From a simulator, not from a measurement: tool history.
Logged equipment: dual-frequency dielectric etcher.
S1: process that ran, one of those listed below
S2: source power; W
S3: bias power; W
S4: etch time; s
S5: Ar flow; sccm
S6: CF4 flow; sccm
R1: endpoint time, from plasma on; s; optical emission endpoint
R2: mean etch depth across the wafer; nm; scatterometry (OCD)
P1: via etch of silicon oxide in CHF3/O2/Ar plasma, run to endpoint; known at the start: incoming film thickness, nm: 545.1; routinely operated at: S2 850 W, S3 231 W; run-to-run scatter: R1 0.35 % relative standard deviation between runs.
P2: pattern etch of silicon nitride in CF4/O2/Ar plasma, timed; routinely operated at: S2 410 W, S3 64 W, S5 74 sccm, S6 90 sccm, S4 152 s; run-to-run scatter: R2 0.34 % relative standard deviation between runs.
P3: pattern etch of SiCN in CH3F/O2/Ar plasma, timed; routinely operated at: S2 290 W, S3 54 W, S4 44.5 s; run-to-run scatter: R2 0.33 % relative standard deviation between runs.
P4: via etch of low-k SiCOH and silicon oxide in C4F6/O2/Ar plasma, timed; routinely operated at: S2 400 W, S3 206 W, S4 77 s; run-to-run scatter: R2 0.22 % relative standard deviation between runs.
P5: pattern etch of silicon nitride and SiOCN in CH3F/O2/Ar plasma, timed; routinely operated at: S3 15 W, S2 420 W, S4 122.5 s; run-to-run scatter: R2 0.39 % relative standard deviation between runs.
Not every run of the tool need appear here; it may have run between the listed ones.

run,hour,S1,S2,S3,S4,S5,S6,R1,R2
1,5,P1,850,231,,,,223.53,
2,9,P3,200,54,44.5,,,,11.387
3,15.7,P3,290,35,44.5,,,,11.374
4,21.9,P2,290,64,152,74,90,,203.4
5,27.7,P1,850,231,,,,224.44,
6,34.3,P1,850,138,,,,264.63,
7,39.3,P1,1030,231,,,,206.96,
8,43.4,P1,850,231,,,,222.11,
9,47.6,P5,420,11,122.5,,,,12.348
10,53,P2,410,64,152,74,90,,272.83
11,59.6,P2,410,64,152,54,90,,283.41
12,62.9,P1,850,286,,,,207.06,
13,68.1,P2,410,90,152,74,90,,314.02
14,71.5,P3,290,54,61,,,,17.962
# hour 72.8: source power generator calibrated
15,75,P4,400,206,77,,,,220.22
16,80.6,P2,410,64,85,74,90,,153.67
17,85.8,P1,850,231,,,,223.11,
18,93.2,P1,850,231,,,,223.51,
19,97.4,P5,420,15,174.5,,,,19.786
20,104.2,P2,410,64,152,74,57,,262.52
21,107.7,P5,560,15,122.5,,,,15.336
22,111.9,P1,610,163,,,,286.53,
23,115.6,P1,850,231,,,,223.07,
24,121.3,P1,660,231,,,,246.16,
25,127.5,P1,850,231,,,,222.48,
26,130.8,P1,1100,314,,,,181.62,
27,137.3,P4,400,206,112.5,,,,321.3
28,142.3,P4,400,291,77,,,,247.93
29,148.5,P4,260,206,77,,,,187.49
30,155.2,P1,690,309,,,,217.43,
31,158.9,P5,420,15,122.5,,,,13.902
32,163.6,P3,290,54,44.5,,,,13.075
33,169.8,P1,850,231,,,,224.02,
34,173.1,P1,850,231,,,,224.57,
35,176.5,P1,850,231,,,,226.6,
36,182.2,P1,850,231,,,,227.09,
# hour 188.4: wet clean of the chamber
37,189.1,P1,850,231,,,,227.04,
38,192.4,P1,850,231,,,,226.65,

The next listed run, before its measurement:
39,195.6,P1,850,231,,,,?,

Logged for run 39: R1 227.38 s.

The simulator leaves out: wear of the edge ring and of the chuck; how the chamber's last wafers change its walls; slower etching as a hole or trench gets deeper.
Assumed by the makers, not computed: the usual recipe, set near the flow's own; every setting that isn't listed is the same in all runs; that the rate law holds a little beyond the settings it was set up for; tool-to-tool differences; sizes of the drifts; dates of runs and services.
